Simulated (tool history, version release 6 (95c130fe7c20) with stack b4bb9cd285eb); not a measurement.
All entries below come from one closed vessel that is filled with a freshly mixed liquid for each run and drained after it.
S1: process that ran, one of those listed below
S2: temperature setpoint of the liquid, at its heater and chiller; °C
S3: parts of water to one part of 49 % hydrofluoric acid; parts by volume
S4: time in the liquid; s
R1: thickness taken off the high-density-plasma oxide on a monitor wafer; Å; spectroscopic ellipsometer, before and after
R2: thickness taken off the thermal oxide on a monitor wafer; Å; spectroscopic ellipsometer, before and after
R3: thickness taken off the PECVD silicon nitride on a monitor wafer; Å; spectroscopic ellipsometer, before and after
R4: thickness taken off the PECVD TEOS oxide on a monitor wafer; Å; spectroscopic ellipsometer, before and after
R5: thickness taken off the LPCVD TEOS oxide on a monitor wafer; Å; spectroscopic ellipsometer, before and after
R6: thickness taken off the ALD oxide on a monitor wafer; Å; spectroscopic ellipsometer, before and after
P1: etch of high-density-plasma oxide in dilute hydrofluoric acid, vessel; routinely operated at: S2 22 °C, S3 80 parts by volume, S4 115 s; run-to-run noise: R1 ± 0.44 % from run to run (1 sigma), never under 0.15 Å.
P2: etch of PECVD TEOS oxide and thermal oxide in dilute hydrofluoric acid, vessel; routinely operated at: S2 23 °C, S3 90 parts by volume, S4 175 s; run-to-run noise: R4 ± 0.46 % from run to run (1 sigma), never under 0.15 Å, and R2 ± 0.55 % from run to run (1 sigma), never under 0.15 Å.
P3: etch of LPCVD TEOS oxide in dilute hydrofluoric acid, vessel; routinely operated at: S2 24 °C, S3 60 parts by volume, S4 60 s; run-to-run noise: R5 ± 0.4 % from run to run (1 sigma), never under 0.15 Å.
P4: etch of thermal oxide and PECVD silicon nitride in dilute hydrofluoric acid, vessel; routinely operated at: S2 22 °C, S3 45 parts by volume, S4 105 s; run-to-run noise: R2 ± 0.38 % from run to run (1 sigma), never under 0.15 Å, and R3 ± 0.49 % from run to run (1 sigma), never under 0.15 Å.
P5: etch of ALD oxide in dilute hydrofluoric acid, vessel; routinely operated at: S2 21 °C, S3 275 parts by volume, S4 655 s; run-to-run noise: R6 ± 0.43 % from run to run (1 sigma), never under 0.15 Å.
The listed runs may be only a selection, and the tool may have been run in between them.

run   hour  S1    S2   S3   S4      R1      R2      R3      R4      R5      R6
  1   18.1  P1    22   80  115  69.744
  2   34.2  P4  28.5   45  105          144.45  85.782
  3   50.9  P2    23   90  175           90.22          211.41
  4     59  P1    22   80  115  69.887
  5   74.8  P1    22  145  115  36.103
  6   90.6  P3    30   60   60                                  483.18
  7   98.7  P3    24   60  115                                  730.05
  8  111.6  P2    23   90  175           89.67          210.07
  9  127.9  P5    21  275  655                                          217.53
 10  139.2  P4    22   70  105          69.178  35.931
 11  155.3  P4    22   45  105          110.94  55.253
 12    169  P5    21   85  655                                          861.34
 13  186.5  P1    22   80  115  70.481
 14  202.6  P1    28   35  115  216.92
 15  211.2  P1    22   80  190  115.21
 16  228.5  P5    21  275  110                                          36.875
 17  239.8  P2    31   90  175          122.65          288.26
 18  257.1  P1    22   80  115  70.385
 19  273.6  P3    24   20   60                                  1214.7
 20  285.9  P5    21  275  655                                          219.23
 21    300  P1    22   50  115  116.29
 22  314.9  P2    23   20  175          438.68          1037.5
 23  333.4  P4    22   45   40          42.143  21.132
 24  344.1  P1    26   80  115  81.917
 25  356.4  P1  29.5   20  115  412.03
 26  366.2  P1    22   80   35  21.501
 27  374.7  P1    22   80  115  70.562
 28  386.8  P1    17   80  115  56.753
 29  396.6  P2    23   90  280          143.43          334.73
 30  410.9  P4    22   45  105          111.03  55.808
     412.4  -- thermometer replaced
 31  423.9  P3    24   60   60                                  382.07
 32  439.5  P3    24   60   60                                  381.43
 33  453.5  P5    28  275  655                                          278.45
 34  462.7  P1    22   80  115  69.673
 35  481.2  P1    22   80  115  71.615
 36  490.5  P1    22   80  115  72.411
 37  506.1  P1    22   80  115  73.668
 38  524.4  P1    22   80  115  73.276
 39  541.1  P1    22   80  115  74.864
 40  553.3  P1    22   80  115  74.102
 41  569.4  P1    22   80  115  74.909
 42  582.1  P1    22   80  115   74.86
 43  591.3  P1    22   80  115  74.344
 44  602.3  P1    22   80  115  74.522
 45  614.7  P1    22   80  115  74.498

What P1 gives has crept away from where it was. These 2 causes fit the log equally well, each at the size given:
A: liquid hotter than its thermometer reads (K) = 1.53
B: hydrofluoric acid flow above the setpoint (%) = 5.81
The creep began at about hour 462.7.

The check runs listed below each take one wafer, and their results are still question marks. Under which run would the listed causes lead to clearly different results?
check 1  627.1  P2  30.5   25  175       ?       ?
check 2  627.1  P4  26.5   60  105       ?   ?
check 3  627.1  P3    28   20   60                   ?
check 4  627.1  P5    21  145  165                       ?

Expected result of each check under each candidate cause:
  check  result    if A    if B
check 1      R2  507.71  506.48
check 1      R4  1195.9    1193
check 2      R2     104  104.01
check 2      R3  62.393  59.674
check 3      R5  1513.3    1507
check 4      R6  126.06   126.7
Gap, in per cent, between the two causes that each check separates least, read from the result that separates them most: check 1 0.24 %; check 2 4.46 %; check 3 0.42 %; check 4 0.5 %
Only check 2 tells the causes apart: in the others they would give nearly the same result.

Check 2 was carried out, with these results: R2 103.77 Å; R3 59.502 Å. Which of the listed causes is responsible?

It is B: hydrofluoric acid flow above the setpoint (%).
